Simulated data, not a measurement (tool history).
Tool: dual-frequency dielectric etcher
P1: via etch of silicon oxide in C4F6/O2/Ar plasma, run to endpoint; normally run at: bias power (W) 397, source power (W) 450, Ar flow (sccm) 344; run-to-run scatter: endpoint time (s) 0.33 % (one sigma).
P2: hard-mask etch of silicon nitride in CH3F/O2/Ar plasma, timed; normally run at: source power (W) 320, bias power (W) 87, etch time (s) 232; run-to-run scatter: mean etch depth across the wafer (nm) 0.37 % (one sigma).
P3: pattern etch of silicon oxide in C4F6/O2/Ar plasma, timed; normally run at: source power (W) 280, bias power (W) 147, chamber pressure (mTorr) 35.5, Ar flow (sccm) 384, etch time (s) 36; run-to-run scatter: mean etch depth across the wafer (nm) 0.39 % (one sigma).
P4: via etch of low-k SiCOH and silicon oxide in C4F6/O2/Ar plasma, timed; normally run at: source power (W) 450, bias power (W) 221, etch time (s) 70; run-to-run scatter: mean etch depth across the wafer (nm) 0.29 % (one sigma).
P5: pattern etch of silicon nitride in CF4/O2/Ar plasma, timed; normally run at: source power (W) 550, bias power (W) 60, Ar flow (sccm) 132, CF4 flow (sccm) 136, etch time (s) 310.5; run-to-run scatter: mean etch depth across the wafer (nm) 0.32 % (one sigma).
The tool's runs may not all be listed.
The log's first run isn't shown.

| run | day | process that ran | bias power (W) | source power (W) | Ar flow (sccm) | etch time (s) | CF4 flow (sccm) | chamber pressure (mTorr) | hours since the last wet clean | hours since the last bias power generator calibration | hours since the last source power generator calibration | hours since the last Ar flow controller change | endpoint time (s) | mean etch depth across the wafer (nm) |
|---|---|---|---|---|---|---|---|---|---|---|---|---|---|---|
| 2 | 0.833 | P2 | 64 | 320 |  | 232 |  |  | 114.5 | 3474.7 | 745.7 | 506.7 |  | 141.03 |
| 3 | 1.479 | P1 | 509 | 300 | 344 |  |  |  | 130 | 3490.2 | 761.2 | 522.2 | 37.467 |  |
| 4 | 1.812 | P1 | 397 | 590 | 344 |  |  |  | 138 | 3498.2 | 769.2 | 530.2 | 31.763 |  |
| 5 | 2.308 | P1 | 397 | 450 | 344 |  |  |  | 149.9 | 3510.1 | 781.1 | 542.1 | 35.125 |  |
| 6 | 2.833 | P1 | 397 | 340 | 436 |  |  |  | 162.5 | 3522.7 | 793.7 | 554.7 | 40.279 |  |
| 7 | 3.296 | P5 | 60 | 550 | 132 | 310.5 | 91 |  | 173.6 | 3533.8 | 804.8 | 565.8 |  | 660.16 |
| 8 | 3.862 | P5 | 60 | 550 | 132 | 393 | 136 |  | 187.2 | 3547.4 | 818.4 | 579.4 |  | 879.83 |
| 9 | 4.229 | P4 | 179 | 450 |  | 70 |  |  | 196 | 3556.2 | 827.2 | 588.2 |  | 186.93 |
| 10 | 4.808 | P3 | 147 | 280 | 459 | 36 |  | 35.5 | 209.9 | 3570.1 | 841.1 | 602.1 |  | 88.553 |
| 11 | 5.212 | P2 | 87 | 320 |  | 141.5 |  |  | 219.6 | 3579.8 | 850.8 | 611.8 |  | 96.704 |
| 12 | 5.679 | P2 | 87 | 320 |  | 232 |  |  | 230.8 | 3591 | 862 | 623 |  | 156.51 |
| 13 | 6.154 | P1 | 397 | 280 | 344 |  |  |  | 242.2 | 3602.4 | 873.4 | 634.4 | 42.087 |  |
| 14 | 6.729 | P1 | 322 | 450 | 344 |  |  |  | 256 | 3616.2 | 887.2 | 648.2 | 37.926 |  |
| 15 | 7.225 | P3 | 147 | 280 | 384 | 36 |  | 35.5 | 267.9 | 3628.1 | 899.1 | 660.1 |  | 91.238 |
| 16 | 7.6 | P2 | 87 | 240 |  | 232 |  |  | 276.9 | 3637.1 | 908.1 | 669.1 |  | 141.55 |
| 17 | 7.979 | P5 | 60 | 550 | 162 | 310.5 | 136 |  | 286 | 3646.2 | 917.2 | 678.2 |  | 676.68 |
| 18 | 8.604 | P2 | 87 | 320 |  | 232 |  |  | 301 | 3661.2 | 932.2 | 693.2 |  | 157.62 |
| 19 | 9.088 | P4 | 221 | 530 |  | 70 |  |  | 312.6 | 3672.8 | 943.8 | 704.8 |  | 214.46 |
| 20 | 9.483 | P4 | 221 | 450 |  | 70 |  |  | 322.1 | 3682.3 | 953.3 | 714.3 |  | 201.63 |
| 21 | 9.788 | P3 | 147 | 280 | 384 | 36 |  | 35.5 | 329.4 | 3689.6 | 960.6 | 721.6 |  | 90.311 |
| 22 | 10.217 | P1 | 555 | 520 | 344 |  |  |  | 339.7 | 3699.9 | 970.9 | 731.9 | 29.62 |  |
| 23 | 10.854 | P5 | 78 | 550 | 132 | 310.5 | 136 |  | 355 | 3715.2 | 986.2 | 747.2 |  | 768.26 |
| 24 | 11.196 | P1 | 397 | 450 | 271 |  |  |  | 363.2 | 3723.4 | 994.4 | 755.4 | 34.365 |  |

Forecast run 25:
| 25 | 11.712 | P1 | 397 | 450 | 344 |  |  |  | 375.6 | 3735.8 | 1006.8 | 767.8 | ? |  |

{"run 25": {"endpoint time (s)": 35.273}}
